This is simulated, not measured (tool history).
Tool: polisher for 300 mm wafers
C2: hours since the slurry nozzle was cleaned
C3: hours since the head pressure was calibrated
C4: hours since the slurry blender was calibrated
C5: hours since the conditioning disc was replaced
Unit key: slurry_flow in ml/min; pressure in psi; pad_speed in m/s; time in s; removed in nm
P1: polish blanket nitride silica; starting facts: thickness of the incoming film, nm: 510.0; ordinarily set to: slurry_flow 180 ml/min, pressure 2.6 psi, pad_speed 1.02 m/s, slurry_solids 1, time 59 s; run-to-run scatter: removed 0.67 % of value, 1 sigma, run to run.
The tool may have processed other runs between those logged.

Run 1, hour 6.9: slurry_flow 180 ml/min, pressure 2.6 psi, pad_speed 1.02 m/s, slurry_solids 1, time 59 s; wafers polished on this pad 598; C2 354.7; C3 593; C4 82.6; C5 46.9. Result: removed 27.429 nm.
Run 2, hour 12.1: slurry_flow 180 ml/min, pressure 3.6 psi, pad_speed 1.02 m/s, slurry_solids 1, time 59 s; wafers polished on this pad 641; C2 359.9; C3 598.2; C4 87.8; C5 52.1. Result: removed 37.499 nm.
Run 3, hour 20.1: slurry_flow 180 ml/min, pressure 2.6 psi, pad_speed 1.02 m/s, slurry_solids 1, time 59 s; wafers polished on this pad 707; C2 367.9; C3 606.2; C4 95.8; C5 60.1. Result: removed 27.094 nm.
Run 4, hour 26: slurry_flow 180 ml/min, pressure 2.6 psi, pad_speed 0.54 m/s, slurry_solids 1, time 59 s; wafers polished on this pad 756; C2 373.8; C3 612.1; C4 101.7; C5 66. Result: removed 16.094 nm.
Run 5, hour 31.7: slurry_flow 180 ml/min, pressure 2.6 psi, pad_speed 1.38 m/s, slurry_solids 1.3, time 59 s; wafers polished on this pad 803; C2 379.5; C3 617.8; C4 107.4; C5 71.7. Result: removed 37.961 nm.
Run 6, hour 36.4: slurry_flow 180 ml/min, pressure 2.6 psi, pad_speed 1.02 m/s, slurry_solids 1, time 59 s; wafers polished on this pad 841; C2 384.2; C3 622.5; C4 112.1; C5 76.4. Result: removed 26.969 nm.
Run 7, hour 44.1: slurry_flow 180 ml/min, pressure 3.9 psi, pad_speed 1.56 m/s, slurry_solids 1, time 59 s; wafers polished on this pad 905; C2 391.9; C3 630.2; C4 119.8; C5 84.1. Result: removed 57.21 nm.
Run 8, hour 50.1: slurry_flow 180 ml/min, pressure 1.6 psi, pad_speed 1.02 m/s, slurry_solids 1, time 59 s; wafers polished on this pad 955; C2 397.9; C3 636.2; C4 125.8; C5 90.1. Result: removed 16.565 nm.
Run 9, hour 58.1: slurry_flow 180 ml/min, pressure 2.6 psi, pad_speed 1.02 m/s, slurry_solids 1, time 93 s; wafers polished on this pad 1021; C2 405.9; C3 644.2; C4 133.8; C5 98.1. Result: removed 42.344 nm.
Run 10, hour 62.5: slurry_flow 180 ml/min, pressure 2.6 psi, pad_speed 1.02 m/s, slurry_solids 1, time 59 s; wafers polished on this pad 1057; C2 410.3; C3 648.6; C4 138.2; C5 102.5. Result: removed 26.924 nm.
Run 11, hour 66.6: slurry_flow 180 ml/min, pressure 2.6 psi, pad_speed 1.02 m/s, slurry_solids 0.65, time 59 s; wafers polished on this pad 1091; C2 414.4; C3 652.7; C4 142.3; C5 106.6. Result: removed 21.627 nm.
Run 12, hour 71.1: slurry_flow 180 ml/min, pressure 2.6 psi, pad_speed 1.02 m/s, slurry_solids 1.45, time 59 s; wafers polished on this pad 1128; C2 418.9; C3 657.2; C4 146.8; C5 111.1. Result: removed 31.553 nm.
Run 13, hour 76.6: slurry_flow 110 ml/min, pressure 2.6 psi, pad_speed 1.02 m/s, slurry_solids 1, time 59 s; wafers polished on this pad 1174; C2 424.4; C3 662.7; C4 152.3; C5 116.6. Result: removed 24.735 nm.
Run 14, hour 82.2: slurry_flow 180 ml/min, pressure 2.6 psi, pad_speed 1.02 m/s, slurry_solids 1, time 59 s; wafers polished on this pad 1220; C2 430; C3 668.3; C4 157.9; C5 122.2. Result: removed 26.968 nm.
Run 15, hour 86.6: slurry_flow 180 ml/min, pressure 2.6 psi, pad_speed 1.02 m/s, slurry_solids 1, time 59 s; wafers polished on this pad 1256; C2 434.4; C3 672.7; C4 162.3; C5 126.6. Result: removed 26.839 nm.
Run 16, hour 93: slurry_flow 180 ml/min, pressure 2.6 psi, pad_speed 1.58 m/s, slurry_solids 1, time 59 s; wafers polished on this pad 1309; C2 440.8; C3 679.1; C4 168.7; C5 133. Result: removed 38.046 nm.
Run 17, hour 100.5: slurry_flow 180 ml/min, pressure 2.6 psi, pad_speed 1.02 m/s, slurry_solids 1, time 27 s; wafers polished on this pad 1371; C2 448.3; C3 686.6; C4 176.2; C5 140.5. Result: removed 12.338 nm.
Run 18, hour 108.5: slurry_flow 280 ml/min, pressure 2.6 psi, pad_speed 1.02 m/s, slurry_solids 1, time 59 s; wafers polished on this pad 1437; C2 456.3; C3 694.6; C4 184.2; C5 148.5. Result: removed 28.689 nm.
Run 19, hour 112.3: slurry_flow 180 ml/min, pressure 2.6 psi, pad_speed 1.02 m/s, slurry_solids 1, time 59 s; wafers polished on this pad 1469; C2 460.1; C3 698.4; C4 188; C5 152.3. Result: removed 27.114 nm.
Run 20, hour 117.8: slurry_flow 180 ml/min, pressure 2.6 psi, pad_speed 1.02 m/s, slurry_solids 1, time 59 s; wafers polished on this pad 1514; C2 465.6; C3 703.9; C4 193.5; C5 157.8. Result: removed 26.299 nm.
Run 21, hour 125.7: slurry_flow 180 ml/min, pressure 2.6 psi, pad_speed 1.02 m/s, slurry_solids 1, time 59 s; wafers polished on this pad 1579; C2 473.5; C3 711.8; C4 201.4; C5 165.7. Result: removed 25.384 nm.
Run 22, hour 131.7: slurry_flow 180 ml/min, pressure 2.6 psi, pad_speed 1.02 m/s, slurry_solids 1, time 59 s; wafers polished on this pad 1629; C2 479.5; C3 717.8; C4 207.4; C5 171.7. Result: removed 24.987 nm.
At hour 137.4: head pressure recalibrated.
Run 23, hour 138: slurry_flow 180 ml/min, pressure 2.6 psi, pad_speed 1.02 m/s, slurry_solids 1, time 59 s; wafers polished on this pad 1681; C2 485.8; C3 0.6; C4 213.7; C5 178. Result: removed 24.702 nm.
At hour 140.3: conditioning disc replaced and pad reconditioned.
At hour 142.2: slurry nozzle cleaned.
Run 24, hour 142.4: slurry_flow 180 ml/min, pressure 2.6 psi, pad_speed 1.02 m/s, slurry_solids 1, time 59 s; wafers polished on this pad 1717; C2 0.2; C3 5; C4 218.1; C5 2.1. Result: removed 24.837 nm.
Run 25, hour 148.2: slurry_flow 180 ml/min, pressure 2.6 psi, pad_speed 1.02 m/s, slurry_solids 1, time 59 s; wafers polished on this pad 1765; C2 6; C3 10.8; C4 223.9; C5 7.9. Result: removed 24.341 nm.
Run 26, hour 155.7: slurry_flow 180 ml/min, pressure 2.6 psi, pad_speed 1.02 m/s, slurry_solids 1, time 59 s; wafers polished on this pad 1827; C2 13.5; C3 18.3; C4 231.4; C5 15.4. Result: removed 24.271 nm.
Run 27, hour 159.3: slurry_flow 180 ml/min, pressure 2.6 psi, pad_speed 1.02 m/s, slurry_solids 1, time 59 s; wafers polished on this pad 1857; C2 17.1; C3 21.9; C4 235; C5 19. Result: removed 24.473 nm.
Run 28, hour 164.8: slurry_flow 180 ml/min, pressure 2.6 psi, pad_speed 1.02 m/s, slurry_solids 1, time 59 s; wafers polished on this pad 1902; C2 22.6; C3 27.4; C4 240.5; C5 24.5. Result: removed 24.624 nm.

P1 no longer gives what it gave before; its output has crept away from where it was. The following 2 causes, each at its listed size, fit the log equally well:
A: removal rate lost through wear of the pad, % = 9.9
B: abrasive missing from the slurry, % = 19.5
Onset of the creep was near hour 112.3.
Other possible causes, and why each is ruled out:
slurry flow missing at the pad, %: its service at hour 142.2 followed the start of the drift and did not put the process back to its old value
head's pressure below its setpoint, %: its service at hour 137.4 followed the start of the drift and did not put the process back to its old value
time polished since the conditioner stopped cutting, s: its service at hour 140.3 followed the start of the drift and did not put the process back to its old value

The 4 check runs listed below each average the results of 5 wafers, and their outcomes are marked with question marks. Under which run would the listed causes produce clearly different results?
Run check 1, hour 170.3: slurry_flow 280 ml/min, pressure 2.6 psi, pad_speed 1.02 m/s, slurry_solids 1, time 28 s. Result: removed ?.
Run check 2, hour 170.3: slurry_flow 110 ml/min, pressure 2.6 psi, pad_speed 1.02 m/s, slurry_solids 1, time 82 s. Result: removed ?.
Run check 3, hour 170.3: slurry_flow 180 ml/min, pressure 2.6 psi, pad_speed 1.5 m/s, slurry_solids 1, time 29 s. Result: removed ?.
Run check 4, hour 170.3: slurry_flow 180 ml/min, pressure 3.3 psi, pad_speed 1.02 m/s, slurry_solids 0.65, time 59 s. Result: removed ?.

What each check would give under each cause:
  check   result    if A    if B
check 1  removed  12.172  12.169
check 2  removed  30.918  30.911
check 3  removed   16.29  16.286
check 4  removed  24.822  24.249
Separation of the two closest causes in each check, using whichever result separates them best: check 1 0.02 %; check 2 0.02 %; check 3 0.02 %; check 4 2.33 %
Only check 4 tells the causes apart: in the others they would give nearly the same result.

Here is what check 4 returned: removed 24.129 nm. Which cause is it?

It is B: abrasive missing from the slurry, %.
